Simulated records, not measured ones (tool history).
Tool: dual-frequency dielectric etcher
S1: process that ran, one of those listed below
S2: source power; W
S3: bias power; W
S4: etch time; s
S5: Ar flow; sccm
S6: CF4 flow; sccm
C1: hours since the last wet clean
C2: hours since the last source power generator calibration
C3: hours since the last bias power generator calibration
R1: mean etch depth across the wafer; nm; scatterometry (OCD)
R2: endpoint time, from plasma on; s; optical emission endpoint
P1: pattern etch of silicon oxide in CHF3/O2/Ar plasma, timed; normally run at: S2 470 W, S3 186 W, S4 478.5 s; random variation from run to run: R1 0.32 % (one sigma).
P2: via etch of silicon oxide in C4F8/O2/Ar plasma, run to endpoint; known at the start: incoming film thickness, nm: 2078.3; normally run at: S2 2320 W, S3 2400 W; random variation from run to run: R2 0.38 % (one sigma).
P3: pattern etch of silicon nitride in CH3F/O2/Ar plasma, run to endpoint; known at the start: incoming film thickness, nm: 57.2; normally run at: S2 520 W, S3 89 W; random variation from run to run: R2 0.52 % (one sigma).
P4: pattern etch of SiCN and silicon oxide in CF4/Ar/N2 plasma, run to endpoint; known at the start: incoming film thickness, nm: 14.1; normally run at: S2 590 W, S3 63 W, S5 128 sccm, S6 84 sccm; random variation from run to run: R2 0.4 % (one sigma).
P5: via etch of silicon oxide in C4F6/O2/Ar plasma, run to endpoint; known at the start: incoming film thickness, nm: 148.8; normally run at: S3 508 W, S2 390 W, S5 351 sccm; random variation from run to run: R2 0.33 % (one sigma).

run     day  S1    S2    S3     S4   S5  S6     C1      C2      C3      R1      R2
  1   0.633  P1   470   186  478.5           375.4  1632.5    1013  886.36
  2   0.979  P5   550   508         351      383.7  1640.8  1021.3          30.397
  3   1.417  P2  2320  2400                  394.2  1651.3  1031.8          354.91
  4   1.896  P5   390   383         351      405.7  1662.8  1043.3          38.207
  5   2.592  P4   590    63         128  84  422.4  1679.5    1060          13.723
  6   2.971  P4   590    63         128  61  431.5  1688.6  1069.1          14.564
  7   3.496  P1   350   186  478.5           444.1  1701.2  1081.7  790.43
  8   4.083  P1   590   186  478.5           458.2  1715.3  1095.8  963.35
  9   4.525  P1   470   186    656           468.8  1725.9  1106.4  1205.4
 10   5.038  P4   450    63         128  84  481.1  1738.2  1118.7          17.498
 11   5.346  P1   470   247  478.5           488.5  1745.6  1126.1  972.84
 12   6.033  P1   630   251  478.5             505  1762.1  1142.6  1094.5
 13   6.617  P5   390   508         351        519  1776.1  1156.6          34.517
 14   6.975  P2  2860  2400                  527.6  1784.7  1165.2          329.05
 15   7.375  P3   520    89                  537.2  1794.3  1174.8          70.395
 16   7.962  P1   470   186  269.5           551.3  1808.4  1188.9  496.73
 17   8.404  P3   400    89                  561.9    1819  1199.5          77.726
 18   8.846  P3   520    59                  572.5  1829.6  1210.1          81.573
 19   9.412  P5   390   508         351      586.1  1843.2  1223.7            34.4
 20   9.725  P1   470   186  478.5           593.6  1850.7  1231.2  883.23
 21  10.404  P3   520    89                  609.9    1867  1247.5          69.966
 22  10.738  P1   470   186  478.5           617.9    1875  1255.5  880.58
 23  11.429  P1   470   186  478.5           634.5  1891.6  1272.1  888.65
 24  11.908  P2  2320  1673                    646  1903.1  1283.6          394.66
 25  12.288  P4   590    75         128  84  655.1  1912.2  1292.7          12.976
 26  12.829  P5   390   508         284      668.1  1925.2  1305.7          33.598
 27  13.508  P4   590    63         128  84  684.4  1941.5    1322          13.614
 28  14.071  P4   590    63          76  84  697.9    1955  1335.5          12.682

The next listed run, before its measurement:
 29  14.725  P1  470  147  478.5          713.6  1970.7  1351.2   ?

Run 29 gave R1 815.42 nm.
